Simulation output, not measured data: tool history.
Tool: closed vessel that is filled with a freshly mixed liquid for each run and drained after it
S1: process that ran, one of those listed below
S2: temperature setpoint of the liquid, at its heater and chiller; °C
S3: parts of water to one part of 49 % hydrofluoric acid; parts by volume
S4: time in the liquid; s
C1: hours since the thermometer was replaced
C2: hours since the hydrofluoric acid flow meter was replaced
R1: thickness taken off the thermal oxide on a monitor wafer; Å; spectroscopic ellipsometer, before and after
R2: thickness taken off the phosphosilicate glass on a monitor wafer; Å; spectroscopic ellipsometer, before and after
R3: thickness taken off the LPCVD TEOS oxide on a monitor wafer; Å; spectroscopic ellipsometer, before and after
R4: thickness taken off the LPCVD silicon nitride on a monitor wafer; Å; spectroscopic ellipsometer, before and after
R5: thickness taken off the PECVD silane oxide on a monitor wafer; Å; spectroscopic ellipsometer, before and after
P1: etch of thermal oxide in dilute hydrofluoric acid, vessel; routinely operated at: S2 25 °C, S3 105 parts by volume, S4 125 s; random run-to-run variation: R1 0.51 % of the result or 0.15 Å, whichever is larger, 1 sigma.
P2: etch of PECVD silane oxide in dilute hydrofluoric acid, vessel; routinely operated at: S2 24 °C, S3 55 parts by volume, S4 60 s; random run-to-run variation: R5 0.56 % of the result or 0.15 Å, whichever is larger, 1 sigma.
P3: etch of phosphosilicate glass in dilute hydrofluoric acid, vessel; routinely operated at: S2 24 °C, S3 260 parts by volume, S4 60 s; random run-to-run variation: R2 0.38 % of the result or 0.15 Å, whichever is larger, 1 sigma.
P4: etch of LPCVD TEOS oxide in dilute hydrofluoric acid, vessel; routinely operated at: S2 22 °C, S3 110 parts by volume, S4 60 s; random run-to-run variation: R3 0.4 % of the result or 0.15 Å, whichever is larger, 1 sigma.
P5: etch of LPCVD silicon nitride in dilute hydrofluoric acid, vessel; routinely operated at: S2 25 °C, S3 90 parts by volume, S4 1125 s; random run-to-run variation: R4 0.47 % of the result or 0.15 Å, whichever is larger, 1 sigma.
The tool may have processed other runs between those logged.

{"run": 1, "day": 0.246, "S1": "P1", "S2": 25, "S3": 105, "S4": 125, "C1": 230.5, "C2": 1454.5, "R1": 58.195}
{"run": 2, "day": 0.521, "S1": "P1", "S2": 25, "S3": 165, "S4": 35, "C1": 237.1, "C2": 1461.1, "R1": 9.8824}
{"run": 3, "day": 0.825, "S1": "P3", "S2": 24, "S3": 100, "S4": 60, "C1": 244.4, "C2": 1468.4, "R2": 435.48}
{"run": 4, "day": 0.996, "S1": "P1", "S2": 20.5, "S3": 60, "S4": 125, "C1": 248.5, "C2": 1472.5, "R1": 90.316}
{"run": 5, "day": 1.246, "S1": "P4", "S2": 22, "S3": 110, "S4": 60, "C1": 254.5, "C2": 1478.5, "R3": 198.37}
{"run": 6, "day": 1.521, "S1": "P1", "S2": 25, "S3": 45, "S4": 125, "C1": 261.1, "C2": 1485.1, "R1": 147.59}
{"run": 7, "day": 1.746, "S1": "P5", "S2": 25, "S3": 20, "S4": 1125, "C1": 266.5, "C2": 1490.5, "R4": 323.96}
{"run": 8, "day": 2.054, "S1": "P1", "S2": 25, "S3": 185, "S4": 125, "C1": 273.9, "C2": 1497.9, "R1": 30.121}
{"run": 9, "day": 2.225, "S1": "P4", "S2": 22, "S3": 110, "S4": 60, "C1": 278, "C2": 1502, "R3": 198.2}
{"run": 10, "day": 2.496, "S1": "P1", "S2": 25, "S3": 105, "S4": 45, "C1": 284.5, "C2": 1508.5, "R1": 20.703}
{"run": 11, "day": 2.808, "S1": "P1", "S2": 17, "S3": 105, "S4": 125, "C1": 292, "C2": 1516, "R1": 41.962}
{"run": 12, "day": 3.0, "S1": "P1", "S2": 25, "S3": 105, "S4": 125, "C1": 296.6, "C2": 1520.6, "R1": 58.124}
{"run": 13, "day": 3.225, "S1": "P2", "S2": 24, "S3": 105, "S4": 60, "C1": 302, "C2": 1526, "R5": 202.63}
{"run": 14, "day": 3.492, "S1": "P1", "S2": 25, "S3": 105, "S4": 125, "C1": 308.4, "C2": 1532.4, "R1": 58.575}
{"run": 15, "day": 3.642, "S1": "P2", "S2": 24, "S3": 55, "S4": 30, "C1": 312, "C2": 1536, "R5": 203.63}
{"run": 16, "day": 3.85, "S1": "P4", "S2": 22, "S3": 110, "S4": 115, "C1": 317, "C2": 1541, "R3": 381.34}
{"run": 17, "day": 4.125, "S1": "P1", "S2": 25, "S3": 105, "S4": 205, "C1": 323.6, "C2": 1547.6, "R1": 95.715}
{"run": 18, "day": 4.396, "S1": "P2", "S2": 24, "S3": 55, "S4": 60, "C1": 330.1, "C2": 1554.1, "R5": 416.67}
{"run": 19, "day": 4.683, "S1": "P2", "S2": 31, "S3": 55, "S4": 60, "C1": 337, "C2": 1561, "R5": 549.48}
{"run": 20, "day": 4.988, "S1": "P3", "S2": 17.5, "S3": 260, "S4": 60, "C1": 344.3, "C2": 1568.3, "R2": 109.57}
{"run": 21, "day": 5.183, "S1": "P4", "S2": 22, "S3": 195, "S4": 60, "C1": 349, "C2": 1573, "R3": 101.21}
{"run": 22, "day": 5.421, "S1": "P3", "S2": 24, "S3": 260, "S4": 60, "C1": 354.7, "C2": 1578.7, "R2": 139.78}
{"run": 23, "day": 5.646, "S1": "P1", "S2": 25, "S3": 105, "S4": 125, "C1": 360.1, "C2": 1584.1, "R1": 58.306}
{"run": 24, "day": 5.821, "S1": "P3", "S2": 24, "S3": 260, "S4": 115, "C1": 364.3, "C2": 1588.3, "R2": 267.92}
{"run": 25, "day": 5.975, "S1": "P4", "S2": 17, "S3": 110, "S4": 60, "C1": 368, "C2": 1592, "R3": 160.3}
{"run": 26, "day": 6.204, "S1": "P5", "S2": 25, "S3": 90, "S4": 110, "C1": 373.5, "C2": 1597.5, "R4": 7.2359}
{"run": 27, "day": 6.525, "S1": "P5", "S2": 25, "S3": 90, "S4": 1125, "C1": 381.2, "C2": 1605.2, "R4": 75.435}
{"run": 28, "day": 6.721, "S1": "P1", "S2": 25, "S3": 105, "S4": 125, "C1": 385.9, "C2": 1609.9, "R1": 58.63}
{"run": 29, "day": 6.912, "S1": "P1", "S2": 33, "S3": 105, "S4": 125, "C1": 390.5, "C2": 1614.5, "R1": 78.605}
{"run": 30, "day": 7.071, "S1": "P2", "S2": 24, "S3": 55, "S4": 60, "C1": 394.3, "C2": 1618.3, "R5": 415.27}
{"run": 31, "day": 7.388, "S1": "P1", "S2": 25, "S3": 105, "S4": 125, "C1": 401.9, "C2": 1625.9, "R1": 57.831}
{"run": 32, "day": 7.608, "S1": "P5", "S2": 29.5, "S3": 90, "S4": 1125, "C1": 407.2, "C2": 1631.2, "R4": 100.91}
{"run": 33, "day": 7.929, "S1": "P1", "S2": 25, "S3": 105, "S4": 125, "C1": 414.9, "C2": 1638.9, "R1": 58.653}
{"run": 34, "day": 8.25, "S1": "P1", "S2": 25, "S3": 105, "S4": 125, "C1": 422.6, "C2": 1646.6, "R1": 60.495}
{"run": 35, "day": 8.429, "S1": "P1", "S2": 25, "S3": 105, "S4": 125, "C1": 426.9, "C2": 1650.9, "R1": 61.23}
{"run": 36, "day": 8.679, "S1": "P1", "S2": 25, "S3": 105, "S4": 125, "C1": 432.9, "C2": 1656.9, "R1": 61.721}
{"run": 37, "day": 8.883, "S1": "P1", "S2": 25, "S3": 105, "S4": 125, "C1": 437.8, "C2": 1661.8, "R1": 62.9}
{"run": 38, "day": 9.079, "S1": "P1", "S2": 25, "S3": 105, "S4": 125, "C1": 442.5, "C2": 1666.5, "R1": 62.588}
{"run": 39, "day": 9.267, "S1": "P1", "S2": 25, "S3": 105, "S4": 125, "C1": 447, "C2": 1671, "R1": 62.501}
{"run": 40, "day": 9.458, "S1": "P1", "S2": 25, "S3": 105, "S4": 125, "C1": 451.6, "C2": 1675.6, "R1": 62.633}
{"run": 41, "day": 9.667, "S1": "P1", "S2": 25, "S3": 105, "S4": 125, "C1": 456.6, "C2": 1680.6, "R1": 62.952}
{"run": 42, "day": 9.912, "S1": "P1", "S2": 25, "S3": 105, "S4": 125, "C1": 462.5, "C2": 1686.5, "R1": 63.254}

The output of P1 has drifted from where it used to be. Each of the 2 causes below, taken at the size shown beside it, accounts for the log equally well:
A: liquid hotter than its thermometer reads (K) = 2
B: hydrofluoric acid flow above the setpoint (%) = 7.09
Creep in the process output first set in at about day 7.929.

Which of the 4 check runs listed below separates the causes, so that each cause would produce a clearly different result? Each run uses one wafer, and its results are marked with question marks.
{"run": "check 1", "day": 10.158, "S1": "P3", "S2": 19, "S3": 260, "S4": 105, "R2": "?"}
{"run": "check 2", "day": 10.158, "S1": "P4", "S2": 18.5, "S3": 170, "S4": 60, "R3": "?"}
{"run": "check 3", "day": 10.158, "S1": "P5", "S2": 25, "S3": 60, "S4": 1125, "R4": "?"}
{"run": "check 4", "day": 10.158, "S1": "P2", "S2": 24, "S3": 70, "S4": 30, "R5": "?"}

What each check would give under each cause:
check=check_1 result=R2 if_A=219.17 if_B=221.27
check=check_2 result=R3 if_A=113.13 if_B=113.2
check=check_3 result=R4 if_A=128.2 if_B=120.14
check=check_4 result=R5 if_A=172.94 if_B=171.92
Smallest distance between any two causes, each pair judged by its most separating result, in per cent: check 1 0.95 %; check 2 0.06 %; check 3 6.49 %; check 4 0.59 %
Only in check 3 would the causes give clearly different results; in the remaining checks their results would be nearly the same.

Check 3 was carried out, with these results: R4 127.84 Å. Which of the listed causes is responsible?

Of the candidate causes, it is A: liquid hotter than its thermometer reads (K).
